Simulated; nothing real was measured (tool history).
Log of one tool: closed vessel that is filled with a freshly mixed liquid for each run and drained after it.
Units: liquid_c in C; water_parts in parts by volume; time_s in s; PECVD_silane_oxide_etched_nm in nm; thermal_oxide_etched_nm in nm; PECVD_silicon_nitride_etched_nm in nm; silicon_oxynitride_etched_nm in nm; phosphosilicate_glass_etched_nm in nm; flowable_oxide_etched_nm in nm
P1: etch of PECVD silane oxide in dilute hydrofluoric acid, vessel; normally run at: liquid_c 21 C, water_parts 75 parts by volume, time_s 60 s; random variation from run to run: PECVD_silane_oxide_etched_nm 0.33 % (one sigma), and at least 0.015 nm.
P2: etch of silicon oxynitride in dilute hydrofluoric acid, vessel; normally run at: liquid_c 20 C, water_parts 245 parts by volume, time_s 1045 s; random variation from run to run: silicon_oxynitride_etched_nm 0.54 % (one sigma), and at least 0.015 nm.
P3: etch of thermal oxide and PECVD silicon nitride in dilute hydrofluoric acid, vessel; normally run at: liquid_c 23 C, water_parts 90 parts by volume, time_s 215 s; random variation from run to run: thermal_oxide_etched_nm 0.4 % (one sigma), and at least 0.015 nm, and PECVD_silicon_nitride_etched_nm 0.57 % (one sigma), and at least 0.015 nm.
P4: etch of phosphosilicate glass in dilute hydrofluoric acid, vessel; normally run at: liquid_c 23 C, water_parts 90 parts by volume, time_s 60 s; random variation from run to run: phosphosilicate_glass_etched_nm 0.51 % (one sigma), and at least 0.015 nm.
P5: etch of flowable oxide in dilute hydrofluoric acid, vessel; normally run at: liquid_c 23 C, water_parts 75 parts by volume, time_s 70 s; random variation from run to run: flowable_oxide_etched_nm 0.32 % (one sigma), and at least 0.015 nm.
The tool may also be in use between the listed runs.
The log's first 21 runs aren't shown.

run     day  process  liquid_c  water_parts  time_s  hours since the thermometer was replaced  hours since the hydrofluoric acid flow meter was replaced  PECVD_silane_oxide_etched_nm  thermal_oxide_etched_nm  PECVD_silicon_nitride_etched_nm  silicon_oxynitride_etched_nm  phosphosilicate_glass_etched_nm  flowable_oxide_etched_nm
 22   8.296       P4        23           90      60                                    1316.2                                                      349.4                                                                                                                                                 43.616
 23   8.867       P4        23           90      30                                    1329.9                                                      363.1                                                                                                                                                 21.848
 24   9.329       P4      28.5           90      60                                      1341                                                      374.2                                                                                                                                                 53.581
 25   9.596       P1        21           75      60                                    1347.4                                                      380.6                        29.337
 26   9.983       P3        23           90     215                                    1356.7                                                      389.9                                                 11.043                           6.0827
 27  10.292       P1        21          105     110                                    1364.1                                                      397.3                        37.417
 28  10.567       P5        17           75      70                                    1370.7                                                      403.9                                                                                                                                                                             37.1
 29  11.038       P2        20          245     430                                      1382                                                      415.2                                                                                                                2.7189
 30  11.396       P1        21           75     115                                    1390.6                                                      423.8                        57.023
 31  11.842       P1        21           75      60                                    1401.3                                                      434.5                        29.658
 32  12.362       P1        21           75      60                                    1413.8                                                        447                        28.667

Run 33 comes next. What will it give?
 33  12.658       P1        21           75      60                                    1420.9                                                      454.1                             ?

Run 33 gave PECVD_silane_oxide_etched_nm 28.455 nm.

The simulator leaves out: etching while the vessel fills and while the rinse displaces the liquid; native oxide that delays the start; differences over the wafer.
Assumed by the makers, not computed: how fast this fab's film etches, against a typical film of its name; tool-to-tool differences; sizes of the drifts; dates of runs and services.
